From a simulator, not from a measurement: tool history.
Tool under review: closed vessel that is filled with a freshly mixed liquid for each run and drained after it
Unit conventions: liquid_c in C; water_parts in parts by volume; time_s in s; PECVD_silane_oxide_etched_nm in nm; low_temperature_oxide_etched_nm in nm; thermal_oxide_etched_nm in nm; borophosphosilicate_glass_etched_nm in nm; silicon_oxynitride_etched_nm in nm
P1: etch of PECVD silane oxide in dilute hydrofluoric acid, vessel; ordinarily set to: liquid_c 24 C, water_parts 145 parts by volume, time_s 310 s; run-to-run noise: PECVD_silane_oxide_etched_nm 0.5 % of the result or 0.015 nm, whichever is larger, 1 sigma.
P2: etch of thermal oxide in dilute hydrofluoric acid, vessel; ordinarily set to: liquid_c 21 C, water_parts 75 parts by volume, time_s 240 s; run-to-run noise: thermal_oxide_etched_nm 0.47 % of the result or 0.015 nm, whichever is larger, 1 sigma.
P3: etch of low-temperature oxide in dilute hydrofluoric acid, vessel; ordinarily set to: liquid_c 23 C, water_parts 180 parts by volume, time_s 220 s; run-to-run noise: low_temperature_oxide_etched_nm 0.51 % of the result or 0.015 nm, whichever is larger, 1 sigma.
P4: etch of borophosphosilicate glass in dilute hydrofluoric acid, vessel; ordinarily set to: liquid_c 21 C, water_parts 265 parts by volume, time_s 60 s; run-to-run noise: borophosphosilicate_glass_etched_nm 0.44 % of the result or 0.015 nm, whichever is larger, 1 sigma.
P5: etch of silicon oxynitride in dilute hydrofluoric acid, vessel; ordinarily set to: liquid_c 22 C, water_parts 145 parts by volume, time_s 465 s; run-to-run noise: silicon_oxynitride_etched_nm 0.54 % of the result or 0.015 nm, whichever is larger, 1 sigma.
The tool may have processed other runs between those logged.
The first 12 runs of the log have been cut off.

run	hour	process	liquid_c	water_parts	time_s	hours since the thermometer was replaced	hours since the hydrofluoric acid flow meter was replaced	PECVD_silane_oxide_etched_nm	low_temperature_oxide_etched_nm	thermal_oxide_etched_nm	borophosphosilicate_glass_etched_nm	silicon_oxynitride_etched_nm
13	45.3	P1	24	70	595	553.4	1119.1	207.4				
14	48	P5	30	145	465	556.1	1121.8					5.8763
15	50.3	P2	21	125	240	558.4	1124.1			7.839		
16	53.6	P1	24	145	310	561.7	1127.4	47.143				
17	58	P1	18.5	145	310	566.1	1131.8	37.784				
18	61.5	P1	29	95	310	569.6	1135.3	92.353				
19	63.7	P4	21	265	30	571.8	1137.5				3.0696	
20	66.6	P2	21	75	240	574.7	1140.4			13.952		
21	71.2	P4	28	265	60	579.3	1145				7.8509	
22	75.4	P1	24	145	610	583.5	1149.2	93.177				
23	78.3	P1	31.5	145	310	586.4	1152.1	62.445				
24	82.4	P4	21	265	60	590.5	1156.2				6.1475	

Forecast run 25:
25	85.2	P1	24	145	310	593.3	1159	?				

{"run 25": {"PECVD_silane_oxide_etched_nm": 46.963}}
